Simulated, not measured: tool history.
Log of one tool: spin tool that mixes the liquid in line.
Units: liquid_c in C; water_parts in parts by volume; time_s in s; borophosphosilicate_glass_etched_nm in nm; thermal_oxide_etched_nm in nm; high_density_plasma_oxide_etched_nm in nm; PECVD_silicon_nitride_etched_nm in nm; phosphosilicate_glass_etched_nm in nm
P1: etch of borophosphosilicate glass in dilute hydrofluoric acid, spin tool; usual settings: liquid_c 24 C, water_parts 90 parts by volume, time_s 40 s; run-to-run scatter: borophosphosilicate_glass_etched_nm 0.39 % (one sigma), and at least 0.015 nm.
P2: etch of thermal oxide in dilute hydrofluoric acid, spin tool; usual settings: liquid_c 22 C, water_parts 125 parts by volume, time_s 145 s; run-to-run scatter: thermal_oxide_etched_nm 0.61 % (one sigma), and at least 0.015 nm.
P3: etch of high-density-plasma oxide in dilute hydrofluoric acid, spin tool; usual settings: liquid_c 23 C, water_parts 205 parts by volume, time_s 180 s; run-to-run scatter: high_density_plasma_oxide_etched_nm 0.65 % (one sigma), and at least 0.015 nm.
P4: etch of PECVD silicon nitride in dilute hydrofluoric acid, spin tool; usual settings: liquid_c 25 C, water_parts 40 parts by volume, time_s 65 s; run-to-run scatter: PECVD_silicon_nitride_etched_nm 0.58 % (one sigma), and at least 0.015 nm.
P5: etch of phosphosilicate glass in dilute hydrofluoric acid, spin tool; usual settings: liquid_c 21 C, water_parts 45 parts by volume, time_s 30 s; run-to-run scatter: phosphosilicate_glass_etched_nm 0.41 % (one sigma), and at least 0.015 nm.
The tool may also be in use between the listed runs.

run	day	process	liquid_c	water_parts	time_s	hours since the thermometer was replaced	hours since the hydrofluoric acid flow meter was replaced	borophosphosilicate_glass_etched_nm	thermal_oxide_etched_nm	high_density_plasma_oxide_etched_nm	PECVD_silicon_nitride_etched_nm	phosphosilicate_glass_etched_nm
1	0.312	P1	24	90	40	1285.3	1724.6	23.873				
2	0.746	P2	22	210	145	1295.7	1735		2.7937			
3	1.05	P1	24	90	40	1303	1742.3	23.924				
4	1.554	P3	18	205	180	1315.1	1754.4			3.4079		
5	1.967	P1	24	90	40	1325	1764.3	23.83				
6	2.304	P1	30.5	90	15	1333.1	1772.4	11.55				
7	2.617	P3	23	205	180	1340.6	1779.9			4.0812		
8	3.042	P4	25	40	65	1350.8	1790.1				4.6979	
9	3.608	P5	21	45	15	1364.4	1803.7					51.179
10	4.079	P1	24	90	70	1375.7	1815	41.96				
11	4.404	P2	22	125	145	1383.5	1822.8		5.0565			
12	4.992	P5	28.5	45	30	1397.6	1836.9					138.75
13	5.5	P5	21	45	30	1409.8	1849.1					103.02
14	6.138	P1	24	90	40	1425.1	1864.4	23.919				
15	6.425	P4	25	20	65	1432	1871.3				9.0892	
16	6.783	P1	24	30	40	1440.6	1879.9	77.61				
17	7.254	P1	24	125	40	1451.9	1891.2	16.542				
18	7.729	P4	31.5	40	65	1463.3	1902.6				7.2175	
19	8.296	P5	21	30	30	1476.9	1916.2					156.46
20	8.908	P3	23	205	95	1491.6	1930.9			2.1819		
21	9.221	P3	23	85	180	1499.1	1938.4			11.293		
22	9.671	P4	25	40	15	1509.9	1949.2				1.0658	
# day 9.85: thermometer replaced
23	10	P2	17	125	145	3.7	1957.1		4.21			
24	10.408	P1	18.5	90	40	13.5	1966.9	19.097				
25	10.992	P1	24	120	75	27.5	1980.9	32.33				
26	11.608	P1	29.5	90	40	42.3	1995.7	29.736				
27	12.204	P4	25	40	65	56.6	2010				4.6082	
28	12.692	P1	24	90	40	68.3	2021.7	24.068				
29	13.217	P1	24	90	15	80.9	2034.3	9.0326				
30	13.775	P2	22	125	145	94.3	2047.7		5.0529			
31	14.358	P2	22	125	55	108.3	2061.7		1.9384			
32	14.825	P1	24	90	40	119.5	2072.9	24.064				
33	15.196	P1	24	90	40	128.4	2081.8	23.102				
34	15.767	P1	24	90	40	142.1	2095.5	22.493				
35	16.3	P1	24	90	40	154.9	2108.3	22.045				
36	16.725	P1	24	90	40	165.1	2118.5	21.998				
37	17.104	P1	24	90	40	174.2	2127.6	22.04				
38	17.408	P1	24	90	40	181.5	2134.9	21.888				
39	18.021	P1	24	90	40	196.2	2149.6	21.862				
40	18.379	P1	24	90	40	204.8	2158.2	21.667				

What P1 gives has crept away from where it was. These 2 causes fit the log equally well, each at the size given:
A: liquid colder than its thermometer reads (K) = 2.35
B: hydrofluoric acid flow below the setpoint (%) = 8.13
The creep began at about day 14.825.

4 check runs are offered, each on 2 wafers whose results are averaged, their results left as question marks. Which one tells the causes apart?
check 1	18.738	P5	26	45	15							?
check 2	18.738	P2	19	125	75				?			
check 3	18.738	P3	18.5	205	180					?		
check 4	18.738	P4	30.5	40	15						?	

What each check would give under each cause:
check	result	if A	if B
check 1	phosphosilicate_glass_etched_nm	57.302	57.657
check 2	thermal_oxide_etched_nm	2.1189	2.1203
check 3	high_density_plasma_oxide_etched_nm	3.1413	3.1145
check 4	PECVD_silicon_nitride_etched_nm	1.3267	1.4224
How far apart the two closest causes lie, in the result that separates them most: check 1 0.62 %; check 2 0.06 %; check 3 0.86 %; check 4 6.97 %
Check 4 tells the causes apart: in the others they would give nearly the same result.

Check 4 was then run and gave: PECVD_silicon_nitride_etched_nm 1.3345 nm. Which cause is it?

It is A: liquid colder than its thermometer reads (K).
